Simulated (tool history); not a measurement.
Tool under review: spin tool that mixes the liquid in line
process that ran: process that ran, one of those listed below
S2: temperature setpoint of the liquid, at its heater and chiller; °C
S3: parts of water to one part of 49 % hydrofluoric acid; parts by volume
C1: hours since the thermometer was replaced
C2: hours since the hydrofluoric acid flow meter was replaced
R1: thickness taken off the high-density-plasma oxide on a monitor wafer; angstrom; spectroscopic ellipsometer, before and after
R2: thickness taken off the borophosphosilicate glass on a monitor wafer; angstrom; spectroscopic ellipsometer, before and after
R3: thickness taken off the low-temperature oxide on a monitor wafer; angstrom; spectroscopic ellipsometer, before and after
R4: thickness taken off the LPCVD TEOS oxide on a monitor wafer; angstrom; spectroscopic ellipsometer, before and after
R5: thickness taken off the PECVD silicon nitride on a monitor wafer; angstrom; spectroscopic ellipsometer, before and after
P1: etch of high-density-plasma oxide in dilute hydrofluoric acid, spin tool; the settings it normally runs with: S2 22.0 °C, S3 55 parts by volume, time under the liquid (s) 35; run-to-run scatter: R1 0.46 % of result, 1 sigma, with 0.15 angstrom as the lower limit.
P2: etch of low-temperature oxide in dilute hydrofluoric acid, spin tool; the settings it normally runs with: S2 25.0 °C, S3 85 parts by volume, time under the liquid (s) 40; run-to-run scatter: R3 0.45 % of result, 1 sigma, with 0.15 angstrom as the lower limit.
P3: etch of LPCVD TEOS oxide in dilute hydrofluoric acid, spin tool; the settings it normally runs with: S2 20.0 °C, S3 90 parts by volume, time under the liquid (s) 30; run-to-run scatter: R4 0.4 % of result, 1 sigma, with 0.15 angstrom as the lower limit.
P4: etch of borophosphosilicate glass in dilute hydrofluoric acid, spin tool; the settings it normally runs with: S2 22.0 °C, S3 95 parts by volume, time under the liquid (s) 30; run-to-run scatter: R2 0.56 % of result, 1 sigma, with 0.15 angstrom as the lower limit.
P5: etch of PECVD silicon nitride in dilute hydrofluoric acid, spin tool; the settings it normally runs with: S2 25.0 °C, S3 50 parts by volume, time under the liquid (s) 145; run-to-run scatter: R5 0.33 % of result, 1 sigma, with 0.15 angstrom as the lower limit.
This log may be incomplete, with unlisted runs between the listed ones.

{"run": 1, "hour": 7.6, "process that ran": "P1", "S2": 22.0, "S3": 55, "time under the liquid (s)": 35, "C1": 762.6, "C2": 234.2, "R1": 61.683}
{"run": 2, "hour": 14.3, "process that ran": "P4", "S2": 18.5, "S3": 95, "time under the liquid (s)": 30, "C1": 769.3, "C2": 240.9, "R2": 161.14}
{"run": 3, "hour": 25.1, "process that ran": "P4", "S2": 22.0, "S3": 50, "time under the liquid (s)": 30, "C1": 780.1, "C2": 251.7, "R2": 375.39}
{"run": 4, "hour": 31.8, "process that ran": "P2", "S2": 25.0, "S3": 85, "time under the liquid (s)": 40, "C1": 786.8, "C2": 258.4, "R3": 181.41}
{"run": 5, "hour": 38.9, "process that ran": "P1", "S2": 22.0, "S3": 55, "time under the liquid (s)": 35, "C1": 793.9, "C2": 265.5, "R1": 61.364}
{"run": 6, "hour": 45.8, "process that ran": "P1", "S2": 18.0, "S3": 55, "time under the liquid (s)": 35, "C1": 800.8, "C2": 272.4, "R1": 52.123}
{"run": 7, "hour": 56.5, "process that ran": "P2", "S2": 25.0, "S3": 85, "time under the liquid (s)": 40, "C1": 811.5, "C2": 283.1, "R3": 181.02}
{"run": 8, "hour": 66.4, "process that ran": "P3", "S2": 20.0, "S3": 55, "time under the liquid (s)": 30, "C1": 821.4, "C2": 293.0, "R4": 124.65}
{"run": 9, "hour": 72.8, "process that ran": "P5", "S2": 25.0, "S3": 75, "time under the liquid (s)": 145, "C1": 827.8, "C2": 299.4, "R5": 83.134}
{"run": 10, "hour": 82.1, "process that ran": "P1", "S2": 22.0, "S3": 55, "time under the liquid (s)": 35, "C1": 837.1, "C2": 308.7, "R1": 61.171}
{"run": 11, "hour": 93.9, "process that ran": "P3", "S2": 24.5, "S3": 90, "time under the liquid (s)": 30, "C1": 848.9, "C2": 320.5, "R4": 87.867}
{"run": 12, "hour": 104.7, "process that ran": "P5", "S2": 25.0, "S3": 50, "time under the liquid (s)": 280, "C1": 859.7, "C2": 331.3, "R5": 241.2}
{"run": 13, "hour": 114.9, "process that ran": "P3", "S2": 20.0, "S3": 90, "time under the liquid (s)": 30, "C1": 869.9, "C2": 341.5, "R4": 73.264}
{"run": 14, "hour": 121.1, "process that ran": "P4", "S2": 22.0, "S3": 95, "time under the liquid (s)": 30, "C1": 876.1, "C2": 347.7, "R2": 186.67}
{"run": 15, "hour": 129.1, "process that ran": "P3", "S2": 20.0, "S3": 90, "time under the liquid (s)": 30, "C1": 884.1, "C2": 355.7, "R4": 72.696}
{"run": 16, "hour": 134.9, "process that ran": "P1", "S2": 22.0, "S3": 55, "time under the liquid (s)": 15, "C1": 889.9, "C2": 361.5, "R1": 26.365}
{"run": 17, "hour": 141.4, "process that ran": "P2", "S2": 25.0, "S3": 150, "time under the liquid (s)": 40, "C1": 896.4, "C2": 368.0, "R3": 95.016}
{"run": 18, "hour": 153.1, "process that ran": "P1", "S2": 22.0, "S3": 90, "time under the liquid (s)": 35, "C1": 908.1, "C2": 379.7, "R1": 35.809}
{"run": 19, "hour": 160.2, "process that ran": "P1", "S2": 22.0, "S3": 55, "time under the liquid (s)": 35, "C1": 915.2, "C2": 386.8, "R1": 61.521}
{"run": 20, "hour": 166.7, "process that ran": "P5", "S2": 25.0, "S3": 50, "time under the liquid (s)": 145, "C1": 921.7, "C2": 393.3, "R5": 124.61}
{"run": 21, "hour": 178.1, "process that ran": "P1", "S2": 18.0, "S3": 30, "time under the liquid (s)": 35, "C1": 933.1, "C2": 404.7, "R1": 97.323}
{"run": 22, "hour": 188.1, "process that ran": "P1", "S2": 17.0, "S3": 20, "time under the liquid (s)": 35, "C1": 943.1, "C2": 414.7, "R1": 142.47}
{"run": 23, "hour": 199.4, "process that ran": "P4", "S2": 22.0, "S3": 95, "time under the liquid (s)": 15, "C1": 954.4, "C2": 426.0, "R2": 92.076}
{"run": 24, "hour": 210.8, "process that ran": "P1", "S2": 22.0, "S3": 25, "time under the liquid (s)": 15, "C1": 965.8, "C2": 437.4, "R1": 59.948}
{"run": 25, "hour": 219.3, "process that ran": "P1", "S2": 22.0, "S3": 30, "time under the liquid (s)": 35, "C1": 974.3, "C2": 445.9, "R1": 115.7}
{"run": 26, "hour": 231.1, "process that ran": "P2", "S2": 31.5, "S3": 85, "time under the liquid (s)": 40, "C1": 986.1, "C2": 457.7, "R3": 233.83}
{"run": 27, "hour": 237.3, "process that ran": "P5", "S2": 28.5, "S3": 50, "time under the liquid (s)": 145, "C1": 992.3, "C2": 463.9, "R5": 157.07}
{"run": 28, "hour": 249.0, "process that ran": "P1", "S2": 22.0, "S3": 55, "time under the liquid (s)": 55, "C1": 1004.0, "C2": 475.6, "R1": 95.687}
{"run": 29, "hour": 257.3, "process that ran": "P1", "S2": 22.0, "S3": 55, "time under the liquid (s)": 35, "C1": 1012.3, "C2": 483.9, "R1": 61.317}
{"run": 30, "hour": 262.5, "process that ran": "P1", "S2": 28.5, "S3": 55, "time under the liquid (s)": 35, "C1": 1017.5, "C2": 489.1, "R1": 79.764}

For run 31, what comes out?
{"run": 31, "hour": 274.3, "process that ran": "P2", "S2": 25.0, "S3": 85, "time under the liquid (s)": 15, "C1": 1029.3, "C2": 500.9, "R3": "?"}

Run 31 measured R3 68.061 angstrom.
